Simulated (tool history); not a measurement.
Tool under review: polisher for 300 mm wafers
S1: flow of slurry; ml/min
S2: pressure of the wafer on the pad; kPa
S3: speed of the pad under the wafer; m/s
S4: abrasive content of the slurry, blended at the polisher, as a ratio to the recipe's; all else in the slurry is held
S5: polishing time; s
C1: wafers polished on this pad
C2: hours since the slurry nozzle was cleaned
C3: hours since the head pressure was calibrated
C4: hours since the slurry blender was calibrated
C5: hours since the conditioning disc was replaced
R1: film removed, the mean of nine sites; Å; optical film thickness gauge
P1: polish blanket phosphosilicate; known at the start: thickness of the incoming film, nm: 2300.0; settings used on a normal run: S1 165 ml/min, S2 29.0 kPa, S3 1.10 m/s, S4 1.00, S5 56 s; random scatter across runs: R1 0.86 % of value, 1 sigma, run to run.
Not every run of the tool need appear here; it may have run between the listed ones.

run 1 day=0.233 | S1=165 S2=29.0 S3=1.10 S4=1.00 S5=56 | C1=310 C2=138.5 C3=590.5 C4=82.6 C5=273.6 | R1=7856.2
run 2 day=0.462 | S1=165 S2=29.0 S3=1.10 S4=1.00 S5=25 | C1=386 C2=144.0 C3=596.0 C4=88.1 C5=279.1 | R1=3469.6
run 3 day=0.871 | S1=165 S2=29.0 S3=1.10 S4=1.00 S5=56 | C1=522 C2=153.8 C3=605.8 C4=97.9 C5=288.9 | R1=7795.0
run 4 day=1.092 | S1=100 S2=29.0 S3=1.10 S4=1.00 S5=56 | C1=595 C2=159.1 C3=611.1 C4=103.2 C5=294.2 | R1=7027.2
run 5 day=1.488 | S1=165 S2=29.0 S3=1.72 S4=1.00 S5=56 | C1=726 C2=168.6 C3=620.6 C4=112.7 C5=303.7 | R1=11300.0
run 6 day=1.858 | S1=165 S2=29.0 S3=1.10 S4=1.00 S5=56 | C1=849 C2=177.5 C3=629.5 C4=121.6 C5=312.6 | R1=7879.5
run 7 day=2.275 | S1=165 S2=29.0 S3=1.10 S4=0.55 S5=56 | C1=987 C2=187.5 C3=639.5 C4=131.6 C5=322.6 | R1=5688.9
run 8 day=2.646 | S1=165 S2=29.0 S3=1.10 S4=1.00 S5=56 | C1=1110 C2=196.4 C3=648.4 C4=140.5 C5=331.5 | R1=7877.0
run 9 day=2.871 | S1=165 S2=29.0 S3=1.10 S4=1.00 S5=82 | C1=1185 C2=201.8 C3=653.8 C4=145.9 C5=336.9 | R1=11506.0
run 10 day=3.108 | S1=165 S2=29.0 S3=1.10 S4=1.00 S5=56 | C1=1264 C2=207.5 C3=659.5 C4=151.6 C5=342.6 | R1=7791.8
run 11 day=3.425 | S1=165 S2=45.5 S3=1.10 S4=0.80 S5=56 | C1=1369 C2=215.1 C3=667.1 C4=159.2 C5=350.2 | R1=11055.0
run 12 day=3.729 | S1=165 S2=29.0 S3=0.80 S4=1.00 S5=56 | C1=1470 C2=222.4 C3=674.4 C4=166.5 C5=357.5 | R1=6094.1
-- day=3.879 worn pad replaced by a new one
run 13 day=4.146 | S1=165 S2=29.0 S3=1.10 S4=1.00 S5=56 | C1=88 C2=232.4 C3=684.4 C4=176.5 C5=367.5 | R1=7857.8
run 14 day=4.608 | S1=165 S2=40.0 S3=1.10 S4=1.00 S5=56 | C1=242 C2=243.5 C3=695.5 C4=187.6 C5=378.6 | R1=10920.0
run 15 day=5.075 | S1=165 S2=13.8 S3=1.10 S4=1.00 S5=56 | C1=396 C2=254.7 C3=706.7 C4=198.8 C5=389.8 | R1=3765.3
run 16 day=5.404 | S1=260 S2=29.0 S3=1.10 S4=1.00 S5=56 | C1=505 C2=262.6 C3=714.6 C4=206.7 C5=397.7 | R1=8375.4
run 17 day=5.858 | S1=165 S2=29.0 S3=1.10 S4=1.45 S5=56 | C1=656 C2=273.5 C3=725.5 C4=217.6 C5=408.6 | R1=9090.5
run 18 day=6.075 | S1=165 S2=29.0 S3=1.10 S4=1.00 S5=56 | C1=728 C2=278.7 C3=730.7 C4=222.8 C5=413.8 | R1=7890.6
run 19 day=6.350 | S1=165 S2=29.0 S3=1.10 S4=1.00 S5=56 | C1=819 C2=285.3 C3=737.3 C4=229.4 C5=420.4 | R1=7677.0
run 20 day=6.771 | S1=165 S2=29.0 S3=1.10 S4=1.00 S5=56 | C1=959 C2=295.4 C3=747.4 C4=239.5 C5=430.5 | R1=7499.7
run 21 day=6.979 | S1=165 S2=29.0 S3=1.10 S4=1.00 S5=56 | C1=1028 C2=300.4 C3=752.4 C4=244.5 C5=435.5 | R1=7390.6
run 22 day=7.271 | S1=165 S2=29.0 S3=1.10 S4=1.00 S5=56 | C1=1124 C2=307.4 C3=759.4 C4=251.5 C5=442.5 | R1=7285.6
-- day=7.400 worn pad replaced by a new one
run 23 day=7.700 | S1=165 S2=29.0 S3=1.10 S4=1.00 S5=56 | C1=99 C2=317.7 C3=769.7 C4=261.8 C5=452.8 | R1=7227.3
-- day=7.900 conditioning disc replaced and pad reconditioned
-- day=8.000 head pressure recalibrated
run 24 day=8.125 | S1=165 S2=29.0 S3=1.10 S4=1.00 S5=56 | C1=240 C2=327.9 C3=3.0 C4=272.0 C5=5.5 | R1=7189.9
run 25 day=8.521 | S1=165 S2=29.0 S3=1.10 S4=1.00 S5=56 | C1=372 C2=337.4 C3=12.5 C4=281.5 C5=15.0 | R1=7098.6
run 26 day=8.762 | S1=165 S2=29.0 S3=1.10 S4=1.00 S5=56 | C1=452 C2=343.2 C3=18.3 C4=287.3 C5=20.8 | R1=7125.7

Expected results for the next run?
run 27 day=9.167 | S1=165 S2=29.0 S3=1.10 S4=1.00 S5=56 | C1=586 C2=352.9 C3=28.0 C4=297.0 C5=30.5 | R1=?

R1: 7041.4 Å
